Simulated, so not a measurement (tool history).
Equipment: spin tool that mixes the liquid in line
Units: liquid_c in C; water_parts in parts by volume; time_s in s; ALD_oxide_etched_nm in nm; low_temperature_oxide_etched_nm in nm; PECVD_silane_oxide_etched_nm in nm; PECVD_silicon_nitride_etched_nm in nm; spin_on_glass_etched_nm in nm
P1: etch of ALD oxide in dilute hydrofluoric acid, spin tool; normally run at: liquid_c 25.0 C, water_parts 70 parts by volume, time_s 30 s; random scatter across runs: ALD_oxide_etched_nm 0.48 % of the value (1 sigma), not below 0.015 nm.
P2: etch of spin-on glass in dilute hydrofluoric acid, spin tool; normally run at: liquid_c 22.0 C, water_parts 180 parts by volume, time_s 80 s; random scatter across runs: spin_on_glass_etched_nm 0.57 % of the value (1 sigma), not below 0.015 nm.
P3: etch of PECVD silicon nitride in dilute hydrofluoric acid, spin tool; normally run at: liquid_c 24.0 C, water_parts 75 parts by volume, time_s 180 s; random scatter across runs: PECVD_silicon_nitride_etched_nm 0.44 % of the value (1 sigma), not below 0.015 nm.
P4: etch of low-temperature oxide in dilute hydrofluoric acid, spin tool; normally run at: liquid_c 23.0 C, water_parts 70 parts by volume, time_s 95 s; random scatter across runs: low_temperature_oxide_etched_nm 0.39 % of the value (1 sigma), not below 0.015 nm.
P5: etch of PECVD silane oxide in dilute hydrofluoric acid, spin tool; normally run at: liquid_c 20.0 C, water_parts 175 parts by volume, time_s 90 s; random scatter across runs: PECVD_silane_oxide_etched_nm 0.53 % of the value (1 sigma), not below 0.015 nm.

run	hour	process	liquid_c	water_parts	time_s	hours since the thermometer was replaced	hours since the hydrofluoric acid flow meter was replaced	ALD_oxide_etched_nm	low_temperature_oxide_etched_nm	PECVD_silane_oxide_etched_nm	PECVD_silicon_nitride_etched_nm	spin_on_glass_etched_nm
1	2.5	P1	25.0	70	30	603.5	1673.8	7.0496				
2	4.9	P1	32.5	70	30	605.9	1676.2	9.5085				
3	7.3	P1	25.0	120	15	608.3	1678.6	1.9672				
4	12.1	P4	23.0	70	20	613.1	1683.4		8.8349			
5	14.7	P1	20.5	70	30	615.7	1686.0	5.9101				
6	17.6	P1	25.0	70	55	618.6	1688.9	12.8390				
7	21.4	P4	28.5	70	95	622.4	1692.7		52.4480			
8	24.4	P1	25.0	45	15	625.4	1695.7	5.7069				
9	26.7	P5	20.0	175	150	627.7	1698.0			14.2230		
# hour 27.5: thermometer replaced
10	29.7	P4	23.0	70	95	2.3	1701.0		41.9670			
11	34.9	P3	24.0	75	15	7.5	1706.2				0.76386	
12	40.1	P2	22.0	180	80	12.7	1711.4					23.170
13	42.5	P1	25.0	70	15	15.1	1713.8	3.5604				
14	44.9	P3	24.0	115	180	17.5	1716.2				6.12500	
15	50.0	P1	25.0	70	30	22.6	1721.3	7.0663				
16	53.1	P2	22.0	180	40	25.7	1724.4					11.591
17	56.7	P1	25.0	35	30	29.3	1728.0	14.8070				
18	60.6	P1	25.0	70	30	33.2	1731.9	7.0499				
19	63.4	P1	25.0	100	30	36.0	1734.7	4.7599				
20	67.5	P5	20.0	55	90	40.1	1738.8			30.8640		
21	70.0	P1	33.0	100	30	42.6	1741.3	6.4489				
22	74.2	P2	22.0	180	80	46.8	1745.5					23.168
23	76.9	P2	30.0	180	80	49.5	1748.2					31.209
24	80.3	P5	24.0	175	90	52.9	1751.6			9.9526		
25	82.6	P3	24.0	75	180	55.2	1753.9				9.35890	
26	85.0	P1	25.0	70	30	57.6	1756.3	7.0249				
27	87.2	P2	22.0	285	80	59.8	1758.5					13.225
28	90.8	P4	23.0	115	95	63.4	1762.1		24.0470			
29	95.3	P3	17.0	75	180	67.9	1766.6				5.85160	
30	99.1	P5	20.0	175	90	71.7	1770.4			8.4307		
31	102.8	P1	25.0	70	30	75.4	1774.1	7.0454				
32	105.8	P1	25.0	70	30	78.4	1777.1	7.1882				
33	109.0	P1	25.0	70	30	81.6	1780.3	7.3816				
34	113.1	P1	25.0	70	30	85.7	1784.4	7.3960				
35	116.7	P1	25.0	70	30	89.3	1788.0	7.4921				
36	120.1	P1	25.0	70	30	92.7	1791.4	7.5208				
37	124.5	P1	25.0	70	30	97.1	1795.8	7.5450				
38	126.9	P1	25.0	70	30	99.5	1798.2	7.4843				
39	129.6	P1	25.0	70	30	102.2	1800.9	7.5156				

Something has made what P1 gives creep away from where it was; the 2 causes below, each at its own stated size, fit the log equally well:
A: liquid hotter than its thermometer reads (K) = 1.54
B: hydrofluoric acid flow above the setpoint (%) = 5.8
The process output started creeping at around hour 102.8.

Which of the 4 check runs listed below separates the causes, so that each cause would produce a clearly different result? Each run uses one wafer, and its results are marked with question marks.
check 1	132.3	P5	20.0	175	90					?		
check 2	132.3	P3	24.0	75	180						?	
check 3	132.3	P4	23.0	70	95				?			
check 4	132.3	P2	22.0	180	80							?

What each check would give under each cause:
check	result	if A	if B
check 1	PECVD_silane_oxide_etched_nm	9.0183	9.0745
check 2	PECVD_silicon_nitride_etched_nm	10.35900	9.88750
check 3	low_temperature_oxide_etched_nm	44.7100	44.6540
check 4	spin_on_glass_etched_nm	24.508	24.714
Per check, the gap between the least separated pair of causes, taken in the result that splits them most: check 1 0.62 %; check 2 4.66 %; check 3 0.13 %; check 4 0.84 %
Check 2 distinguishes between the causes, while the remaining checks would return nearly the same result for all of them.

Running check 2 produced the following: PECVD_silicon_nitride_etched_nm 9.92290 nm. Which one of the listed causes fits?

The correct cause is B, namely: hydrofluoric acid flow above the setpoint (%).
